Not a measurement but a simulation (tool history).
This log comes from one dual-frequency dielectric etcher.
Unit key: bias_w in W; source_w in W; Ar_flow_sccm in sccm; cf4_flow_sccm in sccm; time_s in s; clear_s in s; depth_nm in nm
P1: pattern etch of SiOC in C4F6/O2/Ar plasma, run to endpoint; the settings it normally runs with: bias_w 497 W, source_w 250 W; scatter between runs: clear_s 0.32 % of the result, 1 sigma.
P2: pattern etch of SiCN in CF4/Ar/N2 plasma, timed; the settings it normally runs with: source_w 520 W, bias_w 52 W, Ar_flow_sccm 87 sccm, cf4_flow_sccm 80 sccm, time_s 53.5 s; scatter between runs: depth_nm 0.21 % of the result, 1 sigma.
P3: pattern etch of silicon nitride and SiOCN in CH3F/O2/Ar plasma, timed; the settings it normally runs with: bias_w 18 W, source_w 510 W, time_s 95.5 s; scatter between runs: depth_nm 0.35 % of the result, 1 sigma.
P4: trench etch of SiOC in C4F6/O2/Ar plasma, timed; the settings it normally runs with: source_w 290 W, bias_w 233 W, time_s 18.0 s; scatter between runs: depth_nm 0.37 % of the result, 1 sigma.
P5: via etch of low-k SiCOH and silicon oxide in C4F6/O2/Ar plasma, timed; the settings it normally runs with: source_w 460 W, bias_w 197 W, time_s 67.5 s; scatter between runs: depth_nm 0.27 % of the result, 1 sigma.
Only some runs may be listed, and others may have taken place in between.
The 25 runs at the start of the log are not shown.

run	hour	process	bias_w	source_w	Ar_flow_sccm	cf4_flow_sccm	time_s	clear_s	depth_nm
26	199.6	P1	497	250				19.222	
27	206.6	P4	233	200			18.0		31.662
28	214.2	P1	497	250				19.262	
29	223.0	P4	322	290			18.0		40.471
30	230.6	P1	497	310				17.729	
31	238.5	P1	497	250				19.251	
32	243.0	P1	328	320				20.457	
33	247.8	P1	497	250				19.120	
34	255.5	P1	497	250				19.275	
35	265.5	P1	497	250				19.094	
36	272.0	P1	497	250				19.006	
37	281.5	P1	497	250				18.981	
38	288.6	P1	497	250				19.053	

Run 39, settings as shown, results not yet in. Your forecast:
39	298.2	P1	497	250				?	

Run 39 yielded clear_s 18.916 s.

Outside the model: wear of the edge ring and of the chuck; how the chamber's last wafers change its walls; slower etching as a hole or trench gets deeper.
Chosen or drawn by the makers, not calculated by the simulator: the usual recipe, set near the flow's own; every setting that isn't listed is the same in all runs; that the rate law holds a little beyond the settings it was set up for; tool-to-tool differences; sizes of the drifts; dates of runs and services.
